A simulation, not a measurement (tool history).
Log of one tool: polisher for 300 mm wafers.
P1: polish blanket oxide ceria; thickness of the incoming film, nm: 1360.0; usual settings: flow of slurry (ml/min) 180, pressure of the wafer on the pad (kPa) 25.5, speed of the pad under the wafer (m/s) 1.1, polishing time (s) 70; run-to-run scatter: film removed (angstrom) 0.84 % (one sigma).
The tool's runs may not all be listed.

| run | hour | flow of slurry (ml/min) | pressure of the wafer on the pad (kPa) | speed of the pad under the wafer (m/s) | polishing time (s) | wafers polished on this pad | hours since the slurry nozzle was cleaned | hours since the head pressure was calibrated | film removed (angstrom) |
|---|---|---|---|---|---|---|---|---|---|
| 1 | 9.5 | 180 | 25.5 | 1.1 | 70 | 591 | 80.4 | 207 | 3625.7 |
| 2 | 14.6 | 180 | 25.5 | 1.1 | 70 | 652 | 85.5 | 212.1 | 3688.8 |
| 3 | 21.4 | 180 | 25.5 | 1.1 | 91 | 732 | 92.3 | 218.9 | 4696.6 |
| 4 | 32.5 | 180 | 39.3 | 1.1 | 70 | 864 | 103.4 | 230 | 5607.8 |
| 5 | 39.3 | 180 | 25.5 | 1.1 | 70 | 944 | 110.2 | 236.8 | 3635.3 |
| 6 | 49.9 | 180 | 25.5 | 1.1 | 38 | 1069 | 120.8 | 247.4 | 2007 |
| 7 | 56.4 | 235 | 25.5 | 1.1 | 70 | 1146 | 127.3 | 253.9 | 3768.9 |
| 8 | 61.6 | 180 | 25.5 | 1.64 | 70 | 1208 | 132.5 | 259.1 | 5418.1 |
| 9 | 70.6 | 180 | 25.5 | 1.1 | 70 | 1314 | 141.5 | 268.1 | 3644.8 |
| 10 | 81 | 110 | 25.5 | 1.1 | 70 | 1438 | 151.9 | 278.5 | 3364.5 |
| 11 | 87.9 | 180 | 25.5 | 1.64 | 44 | 1519 | 158.8 | 285.4 | 3404 |
| 12 | 97.3 | 180 | 25.5 | 0.5 | 70 | 1630 | 168.2 | 294.8 | 1648.6 |
| 13 | 103.1 | 180 | 14.5 | 1.1 | 70 | 1699 | 174 | 300.6 | 2079.8 |
| 14 | 112.8 | 180 | 25.5 | 1.1 | 70 | 1814 | 183.7 | 310.3 | 3646.7 |
| 15 | 122.7 | 180 | 25.5 | 1.1 | 70 | 1931 | 193.6 | 320.2 | 3613.6 |
| 16 | 130.5 | 180 | 25.5 | 1.1 | 70 | 2023 | 201.4 | 328 | 3490.2 |
| 17 | 137.1 | 180 | 25.5 | 1.1 | 70 | 2101 | 208 | 334.6 | 3512.6 |
| 18 | 147.9 | 180 | 25.5 | 1.1 | 70 | 2229 | 218.8 | 345.4 | 3488 |
| 19 | 159.6 | 180 | 25.5 | 1.1 | 70 | 2368 | 230.5 | 357.1 | 3479.8 |
|  | 166.1 | worn pad replaced by a new one |
| 20 | 168.8 | 180 | 25.5 | 1.1 | 70 | 33 | 239.7 | 366.3 | 3454.7 |
| 21 | 173.9 | 180 | 25.5 | 1.1 | 70 | 93 | 244.8 | 371.4 | 3469 |
| 22 | 184 | 180 | 25.5 | 1.1 | 70 | 212 | 254.9 | 381.5 | 3433.8 |
| 23 | 193.8 | 180 | 25.5 | 1.1 | 70 | 328 | 264.7 | 391.3 | 3466.9 |
| 24 | 200.6 | 180 | 25.5 | 1.1 | 70 | 409 | 271.5 | 398.1 | 3433.3 |
| 25 | 209.5 | 180 | 25.5 | 1.1 | 70 | 514 | 280.4 | 407 | 3379.6 |

What P1 gives has crept away from where it was. These 2 causes fit the log equally well, each at the size given:
A: slurry flow missing at the pad, % = 30.4
B: head's pressure below its setpoint, % = 6.06
The creep began at about hour 112.8.
Why every other cause is out:
removal rate lost through wear of the pad, %: serviced at hour 166.1, which brought nothing back

4 check runs are offered, each on 3 wafers whose results are averaged, their results left as question marks. Which one tells the causes apart?
| check 1 | 218.4 | 180 | 25.5 | 0.76 | 41 |  |  |  | ? |
| check 2 | 218.4 | 110 | 32.4 | 1.1 | 70 |  |  |  | ? |
| check 3 | 218.4 | 180 | 31.7 | 0.5 | 70 |  |  |  | ? |
| check 4 | 218.4 | 180 | 33.8 | 1.6 | 70 |  |  |  | ? |

What each check would give under each cause:
| check | result | if A | if B |
|---|---|---|---|
| check 1 | film removed (angstrom) | 1390.1 | 1390.2 |
| check 2 | film removed (angstrom) | 3848.8 | 3985.7 |
| check 3 | film removed (angstrom) | 1941.2 | 1941.4 |
| check 4 | film removed (angstrom) | 6616.9 | 6617.5 |
How far apart the two closest causes lie, in the result that separates them most: check 1 0.01 %; check 2 3.5 %; check 3 0.01 %; check 4 0.01 %
Only check 2 tells the causes apart: in the others they would give nearly the same result.

Then check 2 was run and gave: film removed (angstrom) 4000.7. Which cause is it?

It is B: head's pressure below its setpoint, %.

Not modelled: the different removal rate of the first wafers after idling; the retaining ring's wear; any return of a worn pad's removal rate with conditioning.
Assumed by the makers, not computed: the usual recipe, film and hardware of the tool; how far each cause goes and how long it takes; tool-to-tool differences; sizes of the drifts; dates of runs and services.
